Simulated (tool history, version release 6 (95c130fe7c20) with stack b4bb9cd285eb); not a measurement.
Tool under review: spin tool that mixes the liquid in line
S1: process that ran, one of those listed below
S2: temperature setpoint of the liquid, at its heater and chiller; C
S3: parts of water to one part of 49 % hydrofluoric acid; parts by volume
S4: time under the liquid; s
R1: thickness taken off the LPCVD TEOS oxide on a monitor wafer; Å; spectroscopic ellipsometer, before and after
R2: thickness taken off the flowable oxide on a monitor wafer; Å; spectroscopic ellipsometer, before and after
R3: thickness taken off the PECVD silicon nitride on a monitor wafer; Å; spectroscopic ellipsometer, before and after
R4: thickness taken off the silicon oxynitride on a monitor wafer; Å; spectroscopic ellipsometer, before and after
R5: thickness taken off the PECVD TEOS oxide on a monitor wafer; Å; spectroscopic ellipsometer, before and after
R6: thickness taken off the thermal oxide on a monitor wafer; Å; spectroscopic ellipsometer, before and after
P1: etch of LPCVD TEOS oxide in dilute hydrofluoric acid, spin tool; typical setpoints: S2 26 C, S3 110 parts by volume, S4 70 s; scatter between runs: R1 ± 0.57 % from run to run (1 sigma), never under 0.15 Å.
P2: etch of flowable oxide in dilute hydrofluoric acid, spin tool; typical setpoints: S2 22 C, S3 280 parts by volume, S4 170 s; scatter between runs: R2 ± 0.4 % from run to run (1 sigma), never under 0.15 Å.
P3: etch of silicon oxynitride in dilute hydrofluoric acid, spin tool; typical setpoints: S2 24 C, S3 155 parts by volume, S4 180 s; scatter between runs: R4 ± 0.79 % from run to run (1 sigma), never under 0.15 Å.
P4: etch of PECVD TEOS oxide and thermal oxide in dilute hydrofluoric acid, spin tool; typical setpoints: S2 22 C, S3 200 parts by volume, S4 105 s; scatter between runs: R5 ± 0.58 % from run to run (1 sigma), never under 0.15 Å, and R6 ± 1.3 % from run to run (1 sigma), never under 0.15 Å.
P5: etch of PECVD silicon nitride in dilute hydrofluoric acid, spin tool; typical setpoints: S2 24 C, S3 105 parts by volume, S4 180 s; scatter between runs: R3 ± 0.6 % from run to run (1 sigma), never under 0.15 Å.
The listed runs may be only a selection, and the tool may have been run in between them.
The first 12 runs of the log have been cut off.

run   hour  S1    S2   S3   S4      R1      R2      R3      R4      R5      R6
 13    185  P3    19  155  180                          25.897
 14  200.9  P1    26  160  135  202.32
 15  217.2  P4    17  200  105                                  41.634  16.804
 16  231.4  P3    24  155  180                          31.845
 17    247  P4    22  200  105                                  50.255  20.333
 18  259.4  P5    24  105   65                  15.648
 19  274.4  P3    24  155  365                          66.312
 20  292.3  P1    26  110   15  34.561
     297.6  -- thermometer replaced
 21  307.9  P2    22  280  170          149.03
 22  322.9  P1    26   55   70  351.26
 23  339.9  P1  18.5  110   70  120.41
 24  357.9  P4    22  340  105                                   25.52  10.334
 25  369.9  P4    22  200   40                                  19.267  8.0336
 26  379.7  P1    31  110   70  196.12
 27    394  P2    22  280  315          276.98
 28    403  P5    24  105  180                  43.156
 29  419.3  P1    26  110   70  163.42

Run 30 is up next; what results do you expect?
 30  427.6  P1  26  110  70   ?

Run 30 produced R1 164.23 Å.

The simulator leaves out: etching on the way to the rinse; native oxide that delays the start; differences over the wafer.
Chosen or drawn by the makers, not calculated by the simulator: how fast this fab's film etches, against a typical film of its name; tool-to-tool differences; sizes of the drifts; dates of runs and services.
